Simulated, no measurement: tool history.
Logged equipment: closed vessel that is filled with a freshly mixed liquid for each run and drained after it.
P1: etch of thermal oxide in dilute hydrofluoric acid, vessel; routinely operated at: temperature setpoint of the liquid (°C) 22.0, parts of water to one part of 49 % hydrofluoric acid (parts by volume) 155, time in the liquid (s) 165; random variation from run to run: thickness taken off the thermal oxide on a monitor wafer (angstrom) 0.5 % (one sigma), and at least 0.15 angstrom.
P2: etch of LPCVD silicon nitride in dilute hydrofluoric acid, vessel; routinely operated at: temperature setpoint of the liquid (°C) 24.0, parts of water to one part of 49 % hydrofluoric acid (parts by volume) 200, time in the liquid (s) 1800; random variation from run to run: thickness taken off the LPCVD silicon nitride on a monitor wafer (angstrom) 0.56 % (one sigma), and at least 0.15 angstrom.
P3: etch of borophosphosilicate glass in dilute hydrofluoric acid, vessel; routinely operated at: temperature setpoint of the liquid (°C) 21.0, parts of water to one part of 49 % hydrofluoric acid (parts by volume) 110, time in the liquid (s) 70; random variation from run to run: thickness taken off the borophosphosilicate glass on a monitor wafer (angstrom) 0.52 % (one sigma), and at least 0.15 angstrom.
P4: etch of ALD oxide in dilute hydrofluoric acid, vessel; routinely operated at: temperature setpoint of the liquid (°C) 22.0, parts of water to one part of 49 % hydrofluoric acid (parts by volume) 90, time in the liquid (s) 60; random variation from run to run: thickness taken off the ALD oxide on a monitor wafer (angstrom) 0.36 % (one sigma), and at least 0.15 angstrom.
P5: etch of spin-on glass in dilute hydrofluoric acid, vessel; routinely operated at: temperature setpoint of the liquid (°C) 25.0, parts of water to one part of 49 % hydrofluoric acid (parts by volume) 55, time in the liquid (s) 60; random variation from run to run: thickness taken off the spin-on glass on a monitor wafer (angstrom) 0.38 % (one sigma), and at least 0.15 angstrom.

run,day,process that ran,temperature setpoint of the liquid (°C),parts of water to one part of 49 % hydrofluoric acid (parts by volume),time in the liquid (s),thickness taken off the thermal oxide on a monitor wafer (angstrom),thickness taken off the borophosphosilicate glass on a monitor wafer (angstrom),thickness taken off the LPCVD silicon nitride on a monitor wafer (angstrom),thickness taken off the spin-on glass on a monitor wafer (angstrom),thickness taken off the ALD oxide on a monitor wafer (angstrom)
1,0.567,P1,22.0,155,165,43.5560,,,,
2,1.296,P3,26.0,110,70,,389.36,,,
3,1.658,P1,22.0,155,165,43.4740,,,,
4,2.358,P2,24.0,75,1800,,,112.120,,
5,3.062,P2,29.5,200,1800,,,60.257,,
6,3.579,P3,21.0,110,70,,321.03,,,
7,4.283,P5,25.0,55,30,,,,212.10,
8,4.962,P1,22.0,155,320,83.7220,,,,
9,5.467,P5,25.0,20,60,,,,1231.10,
10,6.233,P1,28.5,155,80,27.3310,,,,
11,6.658,P1,22.0,40,165,192.8700,,,,
12,7.204,P4,22.0,90,60,,,,,94.149
13,7.833,P5,17.5,55,60,,,,307.80,
14,8.462,P1,22.0,155,165,43.8370,,,,
15,9.196,P1,22.0,155,165,43.4890,,,,
16,9.650,P4,22.0,90,95,,,,,149.030
17,10.446,P1,17.0,155,165,35.3790,,,,
18,11.029,P5,25.0,55,60,,,,422.58,
19,11.721,P1,22.0,240,165,25.5650,,,,
20,12.129,P2,24.0,200,635,,,15.032,,
21,12.500,P1,22.0,155,30,7.6568,,,,
22,13.008,P5,25.0,55,60,,,,423.46,
23,13.454,P2,24.0,200,1800,,,42.679,,
24,13.833,P4,22.0,35,60,,,,,259.740
25,14.638,P4,17.0,90,60,,,,,76.637
26,15.317,P3,21.0,195,70,,164.71,,,
27,15.988,P1,27.0,155,165,52.8400,,,,
28,16.517,P4,22.0,90,60,,,,,93.920
29,16.904,P3,21.0,110,120,,551.93,,,
30,17.367,P1,22.0,155,165,43.3100,,,,
31,17.988,P1,22.0,155,165,45.0880,,,,
32,18.508,P1,22.0,155,165,45.6890,,,,
33,18.871,P1,22.0,155,165,45.8710,,,,
34,19.221,P1,22.0,155,165,46.5480,,,,
35,19.988,P1,22.0,155,165,46.6050,,,,
36,20.521,P1,22.0,155,165,46.7430,,,,

P1 no longer gives what it gave before; its output has crept away from where it was. The following 2 causes, each at its listed size, fit the log equally well:
A: hydrofluoric acid flow above the setpoint (%) = 6.25
B: liquid hotter than its thermometer reads (K) = 1.84
Onset of the creep was near day 17.367.

Consider the 4 single-wafer check runs listed below, results given as question marks: which one distinguishes between the causes by giving clearly different results for each?
check 1,21.054,P2,24.0,200,1800,,,?,,
check 2,21.054,P5,25.0,55,60,,,,?,
check 3,21.054,P4,22.0,90,60,,,,,?
check 4,21.054,P3,21.0,110,70,,?,,,

Expected result of each check under each candidate cause:
check,result,if A,if B
check 1,thickness taken off the LPCVD silicon nitride on a monitor wafer (angstrom),45.486,48.077
check 2,thickness taken off the spin-on glass on a monitor wafer (angstrom),452.66,456.83
check 3,thickness taken off the ALD oxide on a monitor wafer (angstrom),100.550,101.280
check 4,thickness taken off the borophosphosilicate glass on a monitor wafer (angstrom),343.65,345.66
Per check, the gap between the least separated pair of causes, taken in the result that splits them most: check 1 5.54 %; check 2 0.92 %; check 3 0.72 %; check 4 0.58 %
The causes can be told apart only by check 1. The other checks would give nearly the same results under each of them.

With check 1 done, the readings were: thickness taken off the LPCVD silicon nitride on a monitor wafer (angstrom) 45.473. Identify which of the listed causes applies.

It is A: hydrofluoric acid flow above the setpoint (%).
